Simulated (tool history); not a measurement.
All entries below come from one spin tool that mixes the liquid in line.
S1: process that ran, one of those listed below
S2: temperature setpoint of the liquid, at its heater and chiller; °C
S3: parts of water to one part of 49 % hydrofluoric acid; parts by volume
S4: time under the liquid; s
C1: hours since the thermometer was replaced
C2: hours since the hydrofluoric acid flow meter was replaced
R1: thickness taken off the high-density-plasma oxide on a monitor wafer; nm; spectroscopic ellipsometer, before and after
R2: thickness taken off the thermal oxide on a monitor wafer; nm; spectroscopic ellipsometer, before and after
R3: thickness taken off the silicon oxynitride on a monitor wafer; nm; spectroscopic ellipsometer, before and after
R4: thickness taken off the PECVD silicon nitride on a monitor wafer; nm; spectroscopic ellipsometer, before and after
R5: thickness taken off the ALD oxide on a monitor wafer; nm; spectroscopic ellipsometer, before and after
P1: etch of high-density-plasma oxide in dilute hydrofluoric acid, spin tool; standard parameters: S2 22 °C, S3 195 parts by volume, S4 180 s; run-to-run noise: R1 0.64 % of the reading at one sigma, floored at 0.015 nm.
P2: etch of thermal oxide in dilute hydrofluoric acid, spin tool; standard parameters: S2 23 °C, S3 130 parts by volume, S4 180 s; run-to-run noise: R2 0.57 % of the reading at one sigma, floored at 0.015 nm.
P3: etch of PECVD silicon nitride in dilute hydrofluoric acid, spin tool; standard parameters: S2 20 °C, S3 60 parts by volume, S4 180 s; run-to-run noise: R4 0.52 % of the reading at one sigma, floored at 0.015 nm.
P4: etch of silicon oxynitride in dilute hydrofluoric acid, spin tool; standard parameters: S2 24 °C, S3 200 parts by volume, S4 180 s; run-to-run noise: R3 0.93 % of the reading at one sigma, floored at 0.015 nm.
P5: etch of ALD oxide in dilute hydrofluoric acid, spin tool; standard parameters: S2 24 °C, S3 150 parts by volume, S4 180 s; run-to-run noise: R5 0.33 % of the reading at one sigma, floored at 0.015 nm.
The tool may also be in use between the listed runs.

run    day  S1    S2   S3   S4     C1     C2      R1      R2       R3      R4      R5
  1  0.267  P1    22  195  180  318.7  264.9  3.9421
  2  0.558  P2    23  130   75  325.7  271.9          2.5531
  3    0.7  P4    24  200   15  329.1  275.3                  0.23623
  4   0.85  P3    20   60  355  332.7  278.9                           7.7954
  5   1.05  P4    24  200  180  337.5  283.7                   2.7071
  6   1.35  P2    23  180  180  344.7  290.9          4.0919
  7  1.575  P1    22  195  180  350.1  296.3  3.9366
  8  1.742  P1    17  195  180  354.1  300.3  3.2524
  9  2.021  P1    22   55  180  360.8    307  16.093
 10  2.262  P1  29.5  195  180  366.6  312.8  5.0912
 11  2.529  P4  31.5  200  180    373  319.2                   3.7249
 12  2.821  P5    18  150  180    380  326.2                                   12.583
 13  3.096  P1    22  195  180  386.6  332.8  3.8958
 14  3.233  P2    23  130  180  389.9  336.1          6.1373
 15  3.504  P1  26.5  310  180  396.4  342.6  2.5798
 16  3.667  P2    17  130  180  400.3  346.5          4.7644
 17  3.929  P1    22  270  180  406.6  352.8  2.6113
 18  4.117  P3    20   60  180  411.1  357.3                           3.9727
 19  4.379  P5    24  150  180  417.4  363.6                                   15.916
 20  4.554  P3    26   60  180  421.6  367.8                            5.934
 21  4.704  P1    22  195   85  425.2  371.4  1.8209
 22  4.896  P4    24   90  180  429.8    376                   6.6835
 23  5.079  P3    20   20  180  434.2  380.4                           11.307
 24  5.254  P5    24  150   15  438.4  384.6                                   1.3192
 25  5.458  P1    22  195  180  443.3  389.5  3.9412
 26  5.725  P5    24  270  180  449.7  395.9                                   7.7602
 27  5.996  P3    20   60  180  456.2  402.4                           3.9599
 28  6.238  P1    22  195  335    462  408.2   7.224
 29  6.467  P1    22  195  180  467.5  413.7  3.9068
 30  6.662  P1    22  195  180  472.2  418.4  3.9297
 31  6.933  P1    22  195  180  478.7  424.9  3.8123
 32  7.133  P1    22  195  180  483.5  429.7  3.8053
 33  7.267  P1    22  195  180  486.7  432.9  3.7866
 34   7.45  P1    22  195  180  491.1  437.3  3.7719
 35   7.65  P1    22  195  180  495.9  442.1  3.7713
 36  7.904  P1    22  195  180    502  448.2  3.7291
 37  8.104  P1    22  195  180  506.8    453  3.7092
 38  8.379  P1    22  195  180  513.4  459.6  3.7166

What P1 gives has crept off from where it sat before. The 2 causes that follow fit the log equally well, each at the size noted:
A: hydrofluoric acid flow below the setpoint (%) = 4.66
B: liquid colder than its thermometer reads (K) = 1.51
The creep began at about day 6.662.

4 check runs are offered, one wafer each, their results left as question marks. Which one tells the causes apart?
check 1  8.654  P3  26   60  180                       ?
check 2  8.654  P5  24  235  180                           ?
check 3  8.654  P2  17  175  180               ?
check 4  8.654  P4  31  120  180                   ?

If the cause were each of the candidates in turn, the checks would give the following:
  check  result    if A    if B
check 1      R4  5.6543  5.3604
check 2      R5  8.7432  8.7827
check 3      R2  3.2128  3.1942
check 4      R3  6.3307  6.2501
Gap, in per cent, between the two causes that each check separates least, read from the result that separates them most: check 1 5.34 %; check 2 0.45 %; check 3 0.58 %; check 4 1.28 %
The causes can be told apart only by check 1. The other checks would give nearly the same results under each of them.

Check 1 was carried out, with these results: R4 5.7016 nm. Which of the listed causes is responsible?

Of the candidate causes, it is A: hydrofluoric acid flow below the setpoint (%).
